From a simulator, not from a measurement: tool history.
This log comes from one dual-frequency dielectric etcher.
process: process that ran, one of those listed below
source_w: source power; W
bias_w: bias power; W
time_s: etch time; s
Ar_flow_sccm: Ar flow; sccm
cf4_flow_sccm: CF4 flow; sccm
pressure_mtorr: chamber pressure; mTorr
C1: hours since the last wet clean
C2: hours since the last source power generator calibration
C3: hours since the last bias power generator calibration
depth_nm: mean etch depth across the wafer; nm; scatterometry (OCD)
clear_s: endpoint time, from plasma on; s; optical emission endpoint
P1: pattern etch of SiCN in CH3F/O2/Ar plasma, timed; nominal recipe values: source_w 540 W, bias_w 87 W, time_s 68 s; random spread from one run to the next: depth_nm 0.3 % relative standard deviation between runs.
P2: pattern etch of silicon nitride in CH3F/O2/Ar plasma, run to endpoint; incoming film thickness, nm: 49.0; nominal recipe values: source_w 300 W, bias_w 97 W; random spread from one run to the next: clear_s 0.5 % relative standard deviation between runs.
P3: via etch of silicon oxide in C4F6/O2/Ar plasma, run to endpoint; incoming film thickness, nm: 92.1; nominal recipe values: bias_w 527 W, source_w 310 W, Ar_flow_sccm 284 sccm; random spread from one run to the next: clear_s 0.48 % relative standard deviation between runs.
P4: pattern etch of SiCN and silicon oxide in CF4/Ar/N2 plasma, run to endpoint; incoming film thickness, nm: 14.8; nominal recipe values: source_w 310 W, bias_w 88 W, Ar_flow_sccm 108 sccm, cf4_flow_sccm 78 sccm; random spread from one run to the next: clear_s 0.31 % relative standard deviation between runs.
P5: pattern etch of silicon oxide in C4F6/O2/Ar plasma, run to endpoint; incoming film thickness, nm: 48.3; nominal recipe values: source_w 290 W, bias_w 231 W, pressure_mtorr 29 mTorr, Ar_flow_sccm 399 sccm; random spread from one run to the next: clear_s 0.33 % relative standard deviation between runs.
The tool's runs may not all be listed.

{"run": 1, "day": 0.217, "process": "P1", "source_w": 540, "bias_w": 87, "time_s": 68, "C1": 81, "C2": 1008.8, "C3": 819.3, "depth_nm": 31.722}
{"run": 2, "day": 0.379, "process": "P4", "source_w": 310, "bias_w": 59, "Ar_flow_sccm": 108, "cf4_flow_sccm": 78, "C1": 84.9, "C2": 1012.7, "C3": 823.2, "clear_s": 25.092}
{"run": 3, "day": 0.604, "process": "P1", "source_w": 540, "bias_w": 87, "time_s": 46.5, "C1": 90.3, "C2": 1018.1, "C3": 828.6, "depth_nm": 21.644}
{"run": 4, "day": 0.754, "process": "P2", "source_w": 360, "bias_w": 97, "C1": 93.9, "C2": 1021.7, "C3": 832.2, "clear_s": 66.063}
{"run": 5, "day": 0.892, "process": "P1", "source_w": 670, "bias_w": 87, "time_s": 68, "C1": 97.2, "C2": 1025, "C3": 835.5, "depth_nm": 34.334}
{"day": 1.125, "done": "source power generator calibrated"}
{"run": 6, "day": 1.125, "process": "P5", "source_w": 290, "bias_w": 231, "Ar_flow_sccm": 399, "pressure_mtorr": 29, "C1": 102.8, "C2": 0.1, "C3": 841.1, "clear_s": 16.471}
{"run": 7, "day": 1.262, "process": "P1", "source_w": 540, "bias_w": 87, "time_s": 68, "C1": 106.1, "C2": 3.4, "C3": 844.4, "depth_nm": 31.689}
{"run": 8, "day": 1.375, "process": "P4", "source_w": 200, "bias_w": 88, "Ar_flow_sccm": 108, "cf4_flow_sccm": 78, "C1": 108.8, "C2": 6.1, "C3": 847.1, "clear_s": 32.255}
{"run": 9, "day": 1.604, "process": "P4", "source_w": 310, "bias_w": 88, "Ar_flow_sccm": 108, "cf4_flow_sccm": 78, "C1": 114.3, "C2": 11.6, "C3": 852.6, "clear_s": 21.98}
{"run": 10, "day": 1.817, "process": "P3", "source_w": 310, "bias_w": 527, "Ar_flow_sccm": 338, "C1": 119.4, "C2": 16.7, "C3": 857.7, "clear_s": 21.245}
{"run": 11, "day": 2.054, "process": "P5", "source_w": 290, "bias_w": 284, "Ar_flow_sccm": 399, "pressure_mtorr": 29, "C1": 125.1, "C2": 22.4, "C3": 863.4, "clear_s": 15.298}
{"run": 12, "day": 2.275, "process": "P1", "source_w": 540, "bias_w": 107, "time_s": 95.5, "C1": 130.4, "C2": 27.7, "C3": 868.7, "depth_nm": 47.977}
{"run": 13, "day": 2.471, "process": "P2", "source_w": 300, "bias_w": 123, "C1": 135.1, "C2": 32.4, "C3": 873.4, "clear_s": 64.813}
{"run": 14, "day": 2.712, "process": "P5", "source_w": 190, "bias_w": 231, "Ar_flow_sccm": 399, "pressure_mtorr": 29, "C1": 140.9, "C2": 38.2, "C3": 879.2, "clear_s": 19.31}
{"run": 15, "day": 2.858, "process": "P1", "source_w": 540, "bias_w": 87, "time_s": 68, "C1": 144.4, "C2": 41.7, "C3": 882.7, "depth_nm": 31.759}
{"run": 16, "day": 2.971, "process": "P5", "source_w": 290, "bias_w": 231, "Ar_flow_sccm": 327, "pressure_mtorr": 29, "C1": 147.1, "C2": 44.4, "C3": 885.4, "clear_s": 16.116}
{"run": 17, "day": 3.171, "process": "P5", "source_w": 290, "bias_w": 231, "Ar_flow_sccm": 399, "pressure_mtorr": 35.5, "C1": 151.9, "C2": 49.2, "C3": 890.2, "clear_s": 16.8}
{"run": 18, "day": 3.308, "process": "P2", "source_w": 300, "bias_w": 97, "C1": 155.2, "C2": 52.5, "C3": 893.5, "clear_s": 71.085}
{"run": 19, "day": 3.442, "process": "P1", "source_w": 540, "bias_w": 105, "time_s": 68, "C1": 158.4, "C2": 55.7, "C3": 896.7, "depth_nm": 34.061}
{"run": 20, "day": 3.646, "process": "P4", "source_w": 310, "bias_w": 88, "Ar_flow_sccm": 108, "cf4_flow_sccm": 59, "C1": 163.3, "C2": 60.6, "C3": 901.6, "clear_s": 22.795}
{"run": 21, "day": 3.817, "process": "P4", "source_w": 310, "bias_w": 88, "Ar_flow_sccm": 64, "cf4_flow_sccm": 78, "C1": 167.4, "C2": 64.7, "C3": 905.7, "clear_s": 20.577}
{"run": 22, "day": 3.933, "process": "P3", "source_w": 310, "bias_w": 726, "Ar_flow_sccm": 284, "C1": 170.2, "C2": 67.5, "C3": 908.5, "clear_s": 18.301}
{"run": 23, "day": 4.1, "process": "P5", "source_w": 290, "bias_w": 231, "Ar_flow_sccm": 399, "pressure_mtorr": 29, "C1": 174.2, "C2": 71.5, "C3": 912.5, "clear_s": 16.437}
{"run": 24, "day": 4.308, "process": "P1", "source_w": 310, "bias_w": 87, "time_s": 68, "C1": 179.2, "C2": 76.5, "C3": 917.5, "depth_nm": 25.85}
{"run": 25, "day": 4.546, "process": "P3", "source_w": 310, "bias_w": 527, "Ar_flow_sccm": 284, "C1": 184.9, "C2": 82.2, "C3": 923.2, "clear_s": 20.801}
{"run": 26, "day": 4.679, "process": "P1", "source_w": 540, "bias_w": 87, "time_s": 68, "C1": 188.1, "C2": 85.4, "C3": 926.4, "depth_nm": 31.813}
{"run": 27, "day": 4.892, "process": "P1", "source_w": 540, "bias_w": 52, "time_s": 68, "C1": 193.2, "C2": 90.5, "C3": 931.5, "depth_nm": 26.661}
{"run": 28, "day": 5.104, "process": "P3", "source_w": 180, "bias_w": 527, "Ar_flow_sccm": 284, "C1": 198.3, "C2": 95.6, "C3": 936.6, "clear_s": 25.306}
{"run": 29, "day": 5.242, "process": "P1", "source_w": 540, "bias_w": 102, "time_s": 84, "C1": 201.6, "C2": 98.9, "C3": 939.9, "depth_nm": 41.731}
{"run": 30, "day": 5.45, "process": "P1", "source_w": 540, "bias_w": 87, "time_s": 94, "C1": 206.6, "C2": 103.9, "C3": 944.9, "depth_nm": 43.804}
{"run": 31, "day": 5.642, "process": "P1", "source_w": 540, "bias_w": 87, "time_s": 68, "C1": 211.2, "C2": 108.5, "C3": 949.5, "depth_nm": 31.743}
{"run": 32, "day": 5.867, "process": "P1", "source_w": 540, "bias_w": 87, "time_s": 68, "C1": 216.6, "C2": 113.9, "C3": 954.9, "depth_nm": 31.864}
{"run": 33, "day": 6.075, "process": "P1", "source_w": 540, "bias_w": 87, "time_s": 68, "C1": 221.6, "C2": 118.9, "C3": 959.9, "depth_nm": 31.893}
{"run": 34, "day": 6.292, "process": "P1", "source_w": 540, "bias_w": 87, "time_s": 68, "C1": 226.8, "C2": 124.1, "C3": 965.1, "depth_nm": 32.117}
{"run": 35, "day": 6.433, "process": "P1", "source_w": 540, "bias_w": 87, "time_s": 68, "C1": 230.2, "C2": 127.5, "C3": 968.5, "depth_nm": 32.227}
{"run": 36, "day": 6.642, "process": "P1", "source_w": 540, "bias_w": 87, "time_s": 68, "C1": 235.2, "C2": 132.5, "C3": 973.5, "depth_nm": 32.16}
{"run": 37, "day": 6.8, "process": "P1", "source_w": 540, "bias_w": 87, "time_s": 68, "C1": 239, "C2": 136.3, "C3": 977.3, "depth_nm": 32.239}
{"run": 38, "day": 6.988, "process": "P1", "source_w": 540, "bias_w": 87, "time_s": 68, "C1": 243.5, "C2": 140.8, "C3": 981.8, "depth_nm": 32.212}
{"day": 7.017, "done": "wet clean of the chamber"}
{"run": 39, "day": 7.125, "process": "P1", "source_w": 540, "bias_w": 87, "time_s": 68, "C1": 2.6, "C2": 144.1, "C3": 985.1, "depth_nm": 32.286}
{"run": 40, "day": 7.312, "process": "P1", "source_w": 540, "bias_w": 87, "time_s": 68, "C1": 7.1, "C2": 148.6, "C3": 989.6, "depth_nm": 32.275}
{"run": 41, "day": 7.462, "process": "P1", "source_w": 540, "bias_w": 87, "time_s": 68, "C1": 10.7, "C2": 152.2, "C3": 993.2, "depth_nm": 32.261}
{"run": 42, "day": 7.679, "process": "P1", "source_w": 540, "bias_w": 87, "time_s": 68, "C1": 15.9, "C2": 157.4, "C3": 998.4, "depth_nm": 32.206}
{"run": 43, "day": 7.808, "process": "P1", "source_w": 540, "bias_w": 87, "time_s": 68, "C1": 19, "C2": 160.5, "C3": 1001.5, "depth_nm": 32.166}

The log shows P1 creeping away from where it was. Any of the 2 causes listed here, at the size stated for it, fits the log just as well as the others:
A: source power that arrives over what is set, % = 4.06
B: bias power that arrives over what is set, % = 4.21
At approximately day 5.867, the process output began to creep.
All other causes, with the reason each is excluded:
chamber walls in a state that raises the etch rate, %: serviced at day 7.017, after the drift had started, without restoring the earlier output

The list below offers 4 check runs, each averaging the results of 2 wafers, and shows each result as a question mark. For which of them would the listed causes give clearly different results?
{"run": "check 1", "day": 7.938, "process": "P3", "source_w": 310, "bias_w": 527, "Ar_flow_sccm": 284, "clear_s": "?"}
{"run": "check 2", "day": 7.938, "process": "P2", "source_w": 300, "bias_w": 97, "clear_s": "?"}
{"run": "check 3", "day": 7.938, "process": "P5", "source_w": 290, "bias_w": 231, "Ar_flow_sccm": 399, "pressure_mtorr": 29, "clear_s": "?"}
{"run": "check 4", "day": 7.938, "process": "P4", "source_w": 310, "bias_w": 88, "Ar_flow_sccm": 108, "cf4_flow_sccm": 78, "clear_s": "?"}

What every check run would give for each of its results, assuming each possible cause in turn:
check=check_1 result=clear_s if_A=20.557 if_B=20.533
check=check_2 result=clear_s if_A=69.988 if_B=69.945
check=check_3 result=clear_s if_A=16.184 if_B=16.203
check=check_4 result=clear_s if_A=21.177 if_B=21.605
Per-check spread between the two closest causes, in the result where they differ most: check 1 0.12 %; check 2 0.06 %; check 3 0.11 %; check 4 2 %
Only check 4 tells the causes apart: in the others they would give nearly the same result.

The results of check 4 are: clear_s 21.534 s. Based on these, which of the listed causes is it?

Of the candidate causes, it is B: bias power that arrives over what is set, %.

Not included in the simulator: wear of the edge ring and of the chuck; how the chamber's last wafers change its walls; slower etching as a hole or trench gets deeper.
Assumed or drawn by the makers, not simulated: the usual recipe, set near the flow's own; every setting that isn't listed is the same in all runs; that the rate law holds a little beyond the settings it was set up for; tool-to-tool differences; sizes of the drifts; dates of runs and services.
